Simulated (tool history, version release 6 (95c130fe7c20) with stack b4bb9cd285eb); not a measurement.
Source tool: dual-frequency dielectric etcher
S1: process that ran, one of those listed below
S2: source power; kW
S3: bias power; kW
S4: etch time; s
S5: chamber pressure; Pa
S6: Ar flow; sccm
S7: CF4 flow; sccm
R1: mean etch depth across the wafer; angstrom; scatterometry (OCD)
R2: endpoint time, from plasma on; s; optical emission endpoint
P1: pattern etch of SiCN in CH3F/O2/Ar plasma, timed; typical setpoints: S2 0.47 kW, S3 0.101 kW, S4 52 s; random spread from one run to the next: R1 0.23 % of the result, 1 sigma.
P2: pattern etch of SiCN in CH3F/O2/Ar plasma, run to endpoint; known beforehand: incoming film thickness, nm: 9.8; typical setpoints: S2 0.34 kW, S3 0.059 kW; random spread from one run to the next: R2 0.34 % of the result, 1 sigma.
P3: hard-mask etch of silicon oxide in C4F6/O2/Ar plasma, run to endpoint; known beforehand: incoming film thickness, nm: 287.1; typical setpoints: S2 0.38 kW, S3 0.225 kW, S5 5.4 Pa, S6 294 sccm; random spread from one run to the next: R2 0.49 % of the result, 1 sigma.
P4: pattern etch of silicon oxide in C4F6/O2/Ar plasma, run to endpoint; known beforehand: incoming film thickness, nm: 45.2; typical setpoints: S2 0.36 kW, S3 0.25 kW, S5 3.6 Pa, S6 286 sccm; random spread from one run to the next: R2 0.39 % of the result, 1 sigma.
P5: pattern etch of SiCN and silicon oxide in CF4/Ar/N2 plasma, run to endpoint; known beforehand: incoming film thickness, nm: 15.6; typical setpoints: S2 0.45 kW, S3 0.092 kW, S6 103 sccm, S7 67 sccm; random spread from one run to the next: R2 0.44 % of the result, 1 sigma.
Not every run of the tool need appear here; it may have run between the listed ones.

{"run": 1, "day": 0.104, "S1": "P1", "S2": 0.47, "S3": 0.101, "S4": 52, "R1": 237.81}
{"run": 2, "day": 0.288, "S1": "P4", "S2": 0.36, "S3": 0.25, "S5": 3.6, "S6": 286, "R2": 13.076}
{"run": 3, "day": 0.421, "S1": "P1", "S2": 0.47, "S3": 0.07, "S4": 52, "R1": 208.11}
{"run": 4, "day": 0.529, "S1": "P1", "S2": 0.47, "S3": 0.101, "S4": 52, "R1": 237.17}
{"run": 5, "day": 0.667, "S1": "P4", "S2": 0.26, "S3": 0.25, "S5": 3.6, "S6": 286, "R2": 14.766}
{"run": 6, "day": 0.833, "S1": "P5", "S2": 0.29, "S3": 0.092, "S6": 103, "S7": 67, "R2": 24.5}
{"run": 7, "day": 0.933, "S1": "P5", "S2": 0.45, "S3": 0.092, "S6": 103, "S7": 67, "R2": 16.517}
{"run": 8, "day": 1.012, "S1": "P1", "S2": 0.47, "S3": 0.101, "S4": 52, "R1": 237.68}
{"run": 9, "day": 1.133, "S1": "P1", "S2": 0.57, "S3": 0.119, "S4": 52, "R1": 271.52}
{"run": 10, "day": 1.275, "S1": "P1", "S2": 0.47, "S3": 0.084, "S4": 34.5, "R1": 147.08}
{"run": 11, "day": 1.367, "S1": "P3", "S2": 0.46, "S3": 0.225, "S5": 5.4, "S6": 294, "R2": 84.546}
{"run": 12, "day": 1.467, "S1": "P2", "S2": 0.34, "S3": 0.059, "R2": 29.667}
{"run": 13, "day": 1.55, "S1": "P1", "S2": 0.47, "S3": 0.101, "S4": 52, "R1": 237.44}
{"run": 14, "day": 1.629, "S1": "P1", "S2": 0.32, "S3": 0.101, "S4": 52, "R1": 206.46}
{"run": 15, "day": 1.804, "S1": "P1", "S2": 0.47, "S3": 0.101, "S4": 75.5, "R1": 344.46}
{"run": 16, "day": 1.967, "S1": "P1", "S2": 0.47, "S3": 0.101, "S4": 38, "R1": 173.1}
{"run": 17, "day": 2.054, "S1": "P2", "S2": 0.34, "S3": 0.059, "R2": 29.54}
{"run": 18, "day": 2.179, "S1": "P2", "S2": 0.34, "S3": 0.077, "R2": 26.86}
{"run": 19, "day": 2.35, "S1": "P4", "S2": 0.36, "S3": 0.304, "S5": 3.6, "S6": 286, "R2": 12.153}
{"run": 20, "day": 2.492, "S1": "P4", "S2": 0.36, "S3": 0.25, "S5": 3.6, "S6": 377, "R2": 13.459}
{"run": 21, "day": 2.617, "S1": "P1", "S2": 0.47, "S3": 0.124, "S4": 52, "R1": 256.4}
{"run": 22, "day": 2.704, "S1": "P1", "S2": 0.61, "S3": 0.13, "S4": 52, "R1": 287.55}
{"run": 23, "day": 2.854, "S1": "P3", "S2": 0.38, "S3": 0.225, "S5": 7.2, "S6": 294, "R2": 94.662}
{"day": 2.95, "done": "bias power generator calibrated"}
{"run": 24, "day": 2.992, "S1": "P3", "S2": 0.38, "S3": 0.156, "S5": 5.4, "S6": 294, "R2": 101.35}
{"run": 25, "day": 3.138, "S1": "P5", "S2": 0.45, "S3": 0.092, "S6": 103, "S7": 52, "R2": 17.178}
{"run": 26, "day": 3.242, "S1": "P1", "S2": 0.47, "S3": 0.101, "S4": 52, "R1": 237.48}
{"run": 27, "day": 3.383, "S1": "P4", "S2": 0.36, "S3": 0.25, "S5": 5.07, "S6": 286, "R2": 13.603}
{"run": 28, "day": 3.492, "S1": "P3", "S2": 0.38, "S3": 0.225, "S5": 5.4, "S6": 348, "R2": 92.527}
{"run": 29, "day": 3.596, "S1": "P3", "S2": 0.38, "S3": 0.225, "S5": 5.4, "S6": 294, "R2": 90.711}
{"run": 30, "day": 3.7, "S1": "P1", "S2": 0.65, "S3": 0.101, "S4": 52, "R1": 268.75}
{"run": 31, "day": 3.871, "S1": "P2", "S2": 0.45, "S3": 0.059, "R2": 26.506}
{"run": 32, "day": 3.971, "S1": "P5", "S2": 0.45, "S3": 0.092, "S6": 82, "S7": 67, "R2": 16.278}
{"run": 33, "day": 4.121, "S1": "P5", "S2": 0.45, "S3": 0.114, "S6": 103, "S7": 67, "R2": 15.335}
{"run": 34, "day": 4.271, "S1": "P1", "S2": 0.47, "S3": 0.101, "S4": 52, "R1": 238.1}
{"run": 35, "day": 4.408, "S1": "P1", "S2": 0.47, "S3": 0.101, "S4": 52, "R1": 237.7}
{"run": 36, "day": 4.558, "S1": "P1", "S2": 0.47, "S3": 0.101, "S4": 52, "R1": 234.86}
{"run": 37, "day": 4.654, "S1": "P1", "S2": 0.47, "S3": 0.101, "S4": 52, "R1": 234.31}
{"run": 38, "day": 4.75, "S1": "P1", "S2": 0.47, "S3": 0.101, "S4": 52, "R1": 235.15}
{"run": 39, "day": 4.9, "S1": "P1", "S2": 0.47, "S3": 0.101, "S4": 52, "R1": 234.06}
{"run": 40, "day": 5.004, "S1": "P1", "S2": 0.47, "S3": 0.101, "S4": 52, "R1": 233.22}
{"day": 5.079, "done": "wet clean of the chamber"}
{"run": 41, "day": 5.112, "S1": "P1", "S2": 0.47, "S3": 0.101, "S4": 52, "R1": 232.78}
{"run": 42, "day": 5.254, "S1": "P1", "S2": 0.47, "S3": 0.101, "S4": 52, "R1": 233.65}
{"run": 43, "day": 5.4, "S1": "P1", "S2": 0.47, "S3": 0.101, "S4": 52, "R1": 232.87}

P1 no longer gives what it gave before; its output has crept away from where it was. The following 2 causes, each at its listed size, fit the log equally well:
A: source power that arrives under what is set, % = 4.81
B: bias power that arrives under what is set, % = 4.77
At approximately day 4.408, the process output began to creep.
The rest of the possible causes, and what rules out each one:
chamber walls in a state that lowers the etch rate, %: serviced at day 5.079, which brought nothing back

Which of the 4 check runs listed below, each an average over 2 wafers with its results shown as question marks, gives clearly different results under the different listed causes?
{"run": "check 1", "day": 5.546, "S1": "P2", "S2": 0.34, "S3": 0.059, "R2": "?"}
{"run": "check 2", "day": 5.546, "S1": "P4", "S2": 0.36, "S3": 0.25, "S5": 3.6, "S6": 286, "R2": "?"}
{"run": "check 3", "day": 5.546, "S1": "P5", "S2": 0.45, "S3": 0.092, "S6": 103, "S7": 67, "R2": "?"}
{"run": "check 4", "day": 5.546, "S1": "P3", "S2": 0.38, "S3": 0.225, "S5": 5.4, "S6": 294, "R2": "?"}

How each check would come out, cause by cause:
check=check_1 result=R2 if_A=30.116 if_B=30.053
check=check_2 result=R2 if_A=13.284 if_B=13.254
check=check_3 result=R2 if_A=17.382 if_B=16.94
check=check_4 result=R2 if_A=92.628 if_B=92.371
Minimum pairwise separation of causes per check, each pair taken at its best-separating result: check 1 0.21 %; check 2 0.22 %; check 3 2.57 %; check 4 0.28 %
The causes can be told apart only by check 3. The other checks would give nearly the same results under each of them.

Here is what check 3 returned: R2 17.32 s. Which cause is it?

The cause is A: source power that arrives under what is set, %.
